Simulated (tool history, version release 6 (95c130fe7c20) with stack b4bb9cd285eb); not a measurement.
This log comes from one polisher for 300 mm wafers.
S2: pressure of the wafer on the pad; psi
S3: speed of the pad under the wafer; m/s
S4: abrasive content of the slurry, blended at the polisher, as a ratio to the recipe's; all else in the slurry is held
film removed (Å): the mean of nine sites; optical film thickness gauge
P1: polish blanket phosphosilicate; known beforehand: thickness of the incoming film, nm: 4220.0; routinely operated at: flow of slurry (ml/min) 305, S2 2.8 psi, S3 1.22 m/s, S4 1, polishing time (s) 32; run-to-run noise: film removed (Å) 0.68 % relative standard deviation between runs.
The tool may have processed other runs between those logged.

Run 1, day 0.562: flow of slurry (ml/min) 305, S2 2.8 psi, S3 1.22 m/s, S4 1, polishing time (s) 32. Result: film removed (Å) 2975.1.
Run 2, day 0.821: flow of slurry (ml/min) 305, S2 2.8 psi, S3 1.22 m/s, S4 1.3, polishing time (s) 32. Result: film removed (Å) 3329.7.
Run 3, day 1.271: flow of slurry (ml/min) 305, S2 2.8 psi, S3 1.22 m/s, S4 1, polishing time (s) 18. Result: film removed (Å) 1659.7.
Run 4, day 1.738: flow of slurry (ml/min) 305, S2 1.3 psi, S3 1.22 m/s, S4 1, polishing time (s) 32. Result: film removed (Å) 1378.1.
Run 5, day 2.075: flow of slurry (ml/min) 455, S2 2.8 psi, S3 1.22 m/s, S4 1, polishing time (s) 32. Result: film removed (Å) 3033.
Run 6, day 2.608: flow of slurry (ml/min) 305, S2 2.8 psi, S3 1.66 m/s, S4 1, polishing time (s) 32. Result: film removed (Å) 3813.
Run 7, day 3.033: flow of slurry (ml/min) 305, S2 1.3 psi, S3 0.74 m/s, S4 1, polishing time (s) 32. Result: film removed (Å) 928.63.
Run 8, day 3.488: flow of slurry (ml/min) 185, S2 2.8 psi, S3 1.22 m/s, S4 1, polishing time (s) 32. Result: film removed (Å) 2770.2.
Run 9, day 3.917: flow of slurry (ml/min) 305, S2 2.8 psi, S3 1.22 m/s, S4 1, polishing time (s) 32. Result: film removed (Å) 2966.
At day 4.167: worn pad replaced by a new one.
Run 10, day 4.354: flow of slurry (ml/min) 305, S2 2.8 psi, S3 0.64 m/s, S4 1, polishing time (s) 32. Result: film removed (Å) 1777.1.
Run 11, day 4.65: flow of slurry (ml/min) 305, S2 3.9 psi, S3 1.22 m/s, S4 1, polishing time (s) 32. Result: film removed (Å) 4166.3.
Run 12, day 5.117: flow of slurry (ml/min) 305, S2 2.8 psi, S3 1.22 m/s, S4 1, polishing time (s) 32. Result: film removed (Å) 2998.6.
Run 13, day 5.575: flow of slurry (ml/min) 305, S2 2.8 psi, S3 1.22 m/s, S4 0.55, polishing time (s) 32. Result: film removed (Å) 2174.7.
At day 5.958: conditioning disc replaced and pad reconditioned.
Run 14, day 6.133: flow of slurry (ml/min) 305, S2 1.4 psi, S3 1.22 m/s, S4 1, polishing time (s) 40. Result: film removed (Å) 1850.7.
Run 15, day 6.588: flow of slurry (ml/min) 460, S2 3.6 psi, S3 1.22 m/s, S4 1, polishing time (s) 32. Result: film removed (Å) 3914.8.
Run 16, day 6.917: flow of slurry (ml/min) 305, S2 2.8 psi, S3 1.22 m/s, S4 1, polishing time (s) 32. Result: film removed (Å) 2951.3.
Run 17, day 7.362: flow of slurry (ml/min) 305, S2 2.8 psi, S3 1.22 m/s, S4 1, polishing time (s) 46. Result: film removed (Å) 4291.5.
Run 18, day 7.692: flow of slurry (ml/min) 305, S2 2.8 psi, S3 1.22 m/s, S4 1, polishing time (s) 32. Result: film removed (Å) 2967.3.

Forecast run 19:
Run 19, day 8.262: flow of slurry (ml/min) 305, S2 2.8 psi, S3 1.22 m/s, S4 1, polishing time (s) 32. Result: film removed (Å) ?.

{"run 19": {"film removed (Å)": 2872.1}}
